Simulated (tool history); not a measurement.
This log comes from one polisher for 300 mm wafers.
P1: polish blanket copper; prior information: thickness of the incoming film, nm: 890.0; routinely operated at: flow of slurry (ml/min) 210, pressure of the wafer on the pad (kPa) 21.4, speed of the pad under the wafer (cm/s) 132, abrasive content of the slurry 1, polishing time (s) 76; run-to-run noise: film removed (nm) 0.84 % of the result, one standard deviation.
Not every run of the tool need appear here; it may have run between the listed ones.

run   hour  flow of slurry (ml/min)  pressure of the wafer on the pad (kPa)  speed of the pad under the wafer (cm/s)  abrasive content of the slurry  polishing time (s)  wafers polished on this pad  hours since the slurry nozzle was cleaned  hours since the head pressure was calibrated  hours since the slurry blender was calibrated  film removed (nm)
  1   12.9                      210                                    21.4                                      132                               1                  76                         1156                                      234.7                                         575.8                                           64.6             323.22
  2   28.7                      210                                    21.4                                      132                               1                  34                         1362                                      250.5                                         591.6                                           80.4             144.03
  3   42.5                      210                                     9.7                                      132                               1                  76                         1541                                      264.3                                         605.4                                           94.2             146.84
  4   59.8                      210                                    21.4                                      132                               1                  76                         1766                                      281.6                                         622.7                                          111.5             322.14
  5   70.4                      210                                    21.4                                      132                               1                  76                         1904                                      292.2                                         633.3                                          122.1             322.26
  6   80.7                      125                                    21.4                                      132                               1                  76                         2038                                      302.5                                         643.6                                          132.4                295
  7     93                      210                                    33.1                                      132                               1                  76                         2198                                      314.8                                         655.9                                          144.7             497.84
  8  105.2                      210                                    21.4                                      132                               1                  76                         2356                                        327                                         668.1                                          156.9             327.28
     111.8  -- worn pad replaced by a new one
  9  117.6                      280                                    21.4                                      132                               1                  76                           75                                      339.4                                         680.5                                          169.3             328.91
 10  130.5                      210                                    21.4                                      132                             1.3                  76                          243                                      352.3                                         693.4                                          182.2             340.86
 11  138.9                      210                                    21.4                                       76                               1                 115                          352                                      360.7                                         701.8                                          190.6             277.79
 12  151.9                      210                                    31.7                                       98                               1                  76                          521                                      373.7                                         714.8                                          203.6             361.28
     152.4  -- head pressure recalibrated
 13  160.8                      210                                    21.4                                      132                               1                  76                          637                                      382.6                                           8.5                                          212.5             321.37
 14  175.1                      210                                    21.4                                       60                               1                  76                          822                                      396.9                                          22.8                                          226.8             145.32
 15  184.3                      210                                    21.4                                      132                               1                 120                          942                                      406.1                                            32                                            236             509.65
 16    200                      210                                    21.4                                      198                               1                  76                         1146                                      421.8                                          47.7                                          251.7             482.29

Estimate the outcome of run 17 from the log above:
 17   217                      210                                    21.4                                      132                            0.75                  76                         1367                                      438.8                                          64.7                                          268.7                  ?

{"run 17": {"film removed (nm)": 304.71}}
